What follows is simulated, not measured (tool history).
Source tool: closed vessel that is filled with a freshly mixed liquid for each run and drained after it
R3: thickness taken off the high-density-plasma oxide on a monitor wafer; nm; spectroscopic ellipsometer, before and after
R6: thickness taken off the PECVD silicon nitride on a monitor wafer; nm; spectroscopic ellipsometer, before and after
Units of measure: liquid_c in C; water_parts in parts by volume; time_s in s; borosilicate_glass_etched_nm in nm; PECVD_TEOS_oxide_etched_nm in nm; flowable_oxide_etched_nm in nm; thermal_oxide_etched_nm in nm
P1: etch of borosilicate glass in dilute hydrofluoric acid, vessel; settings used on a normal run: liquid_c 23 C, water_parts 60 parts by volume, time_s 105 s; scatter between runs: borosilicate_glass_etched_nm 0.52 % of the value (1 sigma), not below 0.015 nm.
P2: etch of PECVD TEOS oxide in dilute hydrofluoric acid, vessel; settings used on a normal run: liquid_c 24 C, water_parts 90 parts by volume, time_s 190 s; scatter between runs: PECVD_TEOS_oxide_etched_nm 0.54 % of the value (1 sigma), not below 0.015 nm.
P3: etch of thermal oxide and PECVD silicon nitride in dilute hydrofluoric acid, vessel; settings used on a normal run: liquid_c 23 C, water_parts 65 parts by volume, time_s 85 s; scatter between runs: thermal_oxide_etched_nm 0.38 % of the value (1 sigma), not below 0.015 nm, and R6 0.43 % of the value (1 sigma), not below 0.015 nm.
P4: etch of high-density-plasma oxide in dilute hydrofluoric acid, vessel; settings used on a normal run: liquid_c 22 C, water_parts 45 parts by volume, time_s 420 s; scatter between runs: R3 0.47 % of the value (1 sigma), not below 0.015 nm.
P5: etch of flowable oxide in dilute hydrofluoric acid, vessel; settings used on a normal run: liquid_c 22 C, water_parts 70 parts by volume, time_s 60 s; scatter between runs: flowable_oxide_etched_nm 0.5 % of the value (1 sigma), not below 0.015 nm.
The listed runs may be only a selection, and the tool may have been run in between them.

run 1 hour=17.2 | process=P1 liquid_c=23 water_parts=60 time_s=105 | borosilicate_glass_etched_nm=41.072
run 2 hour=27.7 | process=P1 liquid_c=30 water_parts=110 time_s=105 | borosilicate_glass_etched_nm=27.669
run 3 hour=45.8 | process=P2 liquid_c=24 water_parts=90 time_s=190 | PECVD_TEOS_oxide_etched_nm=51.258
run 4 hour=64.2 | process=P1 liquid_c=23 water_parts=90 time_s=105 | borosilicate_glass_etched_nm=26.23
run 5 hour=76.6 | process=P2 liquid_c=24 water_parts=90 time_s=40 | PECVD_TEOS_oxide_etched_nm=10.761
run 6 hour=88.9 | process=P4 liquid_c=22 water_parts=45 time_s=210 | R3=23.676
run 7 hour=98.6 | process=P1 liquid_c=23 water_parts=25 time_s=105 | borosilicate_glass_etched_nm=102.48
run 8 hour=117.7 | process=P1 liquid_c=18 water_parts=60 time_s=105 | borosilicate_glass_etched_nm=33.24
run 9 hour=133.1 | process=P2 liquid_c=20 water_parts=90 time_s=190 | PECVD_TEOS_oxide_etched_nm=43.706
run 10 hour=148.1 | process=P1 liquid_c=23 water_parts=60 time_s=105 | borosilicate_glass_etched_nm=40.959
run 11 hour=156.9 | process=P2 liquid_c=24 water_parts=90 time_s=190 | PECVD_TEOS_oxide_etched_nm=51.269
run 12 hour=167 | process=P5 liquid_c=22 water_parts=115 time_s=60 | flowable_oxide_etched_nm=18.246
run 13 hour=175.7 | process=P4 liquid_c=27.5 water_parts=45 time_s=420 | R3=58.967
run 14 hour=191.1 | process=P1 liquid_c=23 water_parts=60 time_s=105 | borosilicate_glass_etched_nm=40.451
run 15 hour=200.2 | process=P3 liquid_c=23 water_parts=65 time_s=130 | thermal_oxide_etched_nm=9.0577 R6=10.254
run 16 hour=219.5 | process=P4 liquid_c=22 water_parts=70 time_s=420 | R3=29.631
run 17 hour=228.7 | process=P3 liquid_c=23 water_parts=65 time_s=85 | thermal_oxide_etched_nm=5.962 R6=6.7053
run 18 hour=245.4 | process=P1 liquid_c=23 water_parts=60 time_s=155 | borosilicate_glass_etched_nm=60.034
run 19 hour=255.8 | process=P3 liquid_c=23 water_parts=25 time_s=85 | thermal_oxide_etched_nm=16.227 R6=16.937
run 20 hour=274.8 | process=P1 liquid_c=28 water_parts=60 time_s=105 | borosilicate_glass_etched_nm=49.89
run 21 hour=293.2 | process=P2 liquid_c=24 water_parts=50 time_s=190 | PECVD_TEOS_oxide_etched_nm=96.839
run 22 hour=306 | process=P1 liquid_c=23 water_parts=60 time_s=105 | borosilicate_glass_etched_nm=40.643

Run 23, settings as shown, results not yet in. Your forecast:
run 23 hour=317.2 | process=P1 liquid_c=23 water_parts=60 time_s=105 | borosilicate_glass_etched_nm=?

For run 23 the tool returned borosilicate_glass_etched_nm 40.62 nm.
